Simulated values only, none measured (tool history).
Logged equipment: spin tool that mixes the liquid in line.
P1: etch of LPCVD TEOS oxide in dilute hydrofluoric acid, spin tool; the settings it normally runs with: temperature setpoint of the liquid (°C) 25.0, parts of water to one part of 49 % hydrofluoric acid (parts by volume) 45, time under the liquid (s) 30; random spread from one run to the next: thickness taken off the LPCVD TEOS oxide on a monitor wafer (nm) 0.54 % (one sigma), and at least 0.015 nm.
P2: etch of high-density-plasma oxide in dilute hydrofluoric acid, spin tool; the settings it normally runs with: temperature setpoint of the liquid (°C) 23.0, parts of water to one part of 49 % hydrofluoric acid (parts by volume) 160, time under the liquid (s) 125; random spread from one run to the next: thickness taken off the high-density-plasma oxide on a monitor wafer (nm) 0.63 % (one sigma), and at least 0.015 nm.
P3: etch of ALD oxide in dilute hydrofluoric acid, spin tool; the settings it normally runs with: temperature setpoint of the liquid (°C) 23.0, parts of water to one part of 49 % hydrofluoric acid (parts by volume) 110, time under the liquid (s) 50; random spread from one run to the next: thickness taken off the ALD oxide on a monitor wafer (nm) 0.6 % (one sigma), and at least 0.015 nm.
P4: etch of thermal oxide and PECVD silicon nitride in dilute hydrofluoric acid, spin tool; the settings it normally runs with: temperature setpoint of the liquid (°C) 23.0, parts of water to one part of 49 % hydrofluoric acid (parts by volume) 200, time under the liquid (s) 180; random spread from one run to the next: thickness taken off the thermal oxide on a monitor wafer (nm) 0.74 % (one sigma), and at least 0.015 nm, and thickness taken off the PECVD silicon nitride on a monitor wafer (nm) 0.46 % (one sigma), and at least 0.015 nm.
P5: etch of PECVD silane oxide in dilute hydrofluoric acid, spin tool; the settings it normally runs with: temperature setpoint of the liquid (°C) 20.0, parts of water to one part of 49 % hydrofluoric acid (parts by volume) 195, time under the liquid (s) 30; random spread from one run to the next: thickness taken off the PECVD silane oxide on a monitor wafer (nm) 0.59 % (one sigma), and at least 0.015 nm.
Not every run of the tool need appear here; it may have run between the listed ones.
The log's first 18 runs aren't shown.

run,day,process that ran,temperature setpoint of the liquid (°C),parts of water to one part of 49 % hydrofluoric acid (parts by volume),time under the liquid (s),hours since the thermometer was replaced,hours since the hydrofluoric acid flow meter was replaced,thickness taken off the LPCVD TEOS oxide on a monitor wafer (nm),thickness taken off the high-density-plasma oxide on a monitor wafer (nm),thickness taken off the thermal oxide on a monitor wafer (nm),thickness taken off the PECVD silicon nitride on a monitor wafer (nm),thickness taken off the ALD oxide on a monitor wafer (nm),thickness taken off the PECVD silane oxide on a monitor wafer (nm)
19,5.050,P3,23.0,110,50,1162.3,85.3,,,,,4.2158,
20,5.325,P1,25.0,45,30,1168.9,91.9,22.819,,,,,
21,5.667,P3,23.0,110,50,1177.1,100.1,,,,,4.2695,
22,5.996,P5,20.0,45,30,1185.0,108.0,,,,,,30.5380
23,6.367,P5,17.0,195,30,1193.9,116.9,,,,,,5.2766
24,6.608,P3,23.0,110,90,1199.7,122.7,,,,,7.6083,
25,6.962,P2,17.0,160,125,1208.2,131.2,,3.3516,,,,
26,7.146,P4,23.0,200,65,1212.6,135.6,,,1.3067,1.5782,,
27,7.342,P3,23.0,160,50,1217.3,140.3,,,,,2.7395,
28,7.650,P1,25.0,30,30,1224.7,147.7,35.084,,,,,
29,7.888,P1,32.0,45,30,1230.4,153.4,30.344,,,,,
30,8.242,P2,23.0,160,55,1238.9,161.9,,1.8778,,,,
31,8.554,P1,25.0,45,30,1246.4,169.4,22.831,,,,,
32,8.750,P1,25.0,45,30,1251.1,174.1,22.239,,,,,
33,8.912,P1,25.0,45,30,1255.0,178.0,21.863,,,,,
34,9.138,P1,25.0,45,30,1260.4,183.4,21.880,,,,,

For run 35, what comes out?
35,9.408,P1,25.0,45,30,1266.9,189.9,?,,,,,

{"run 35": {"thickness taken off the LPCVD TEOS oxide on a monitor wafer (nm)": 21.486}}

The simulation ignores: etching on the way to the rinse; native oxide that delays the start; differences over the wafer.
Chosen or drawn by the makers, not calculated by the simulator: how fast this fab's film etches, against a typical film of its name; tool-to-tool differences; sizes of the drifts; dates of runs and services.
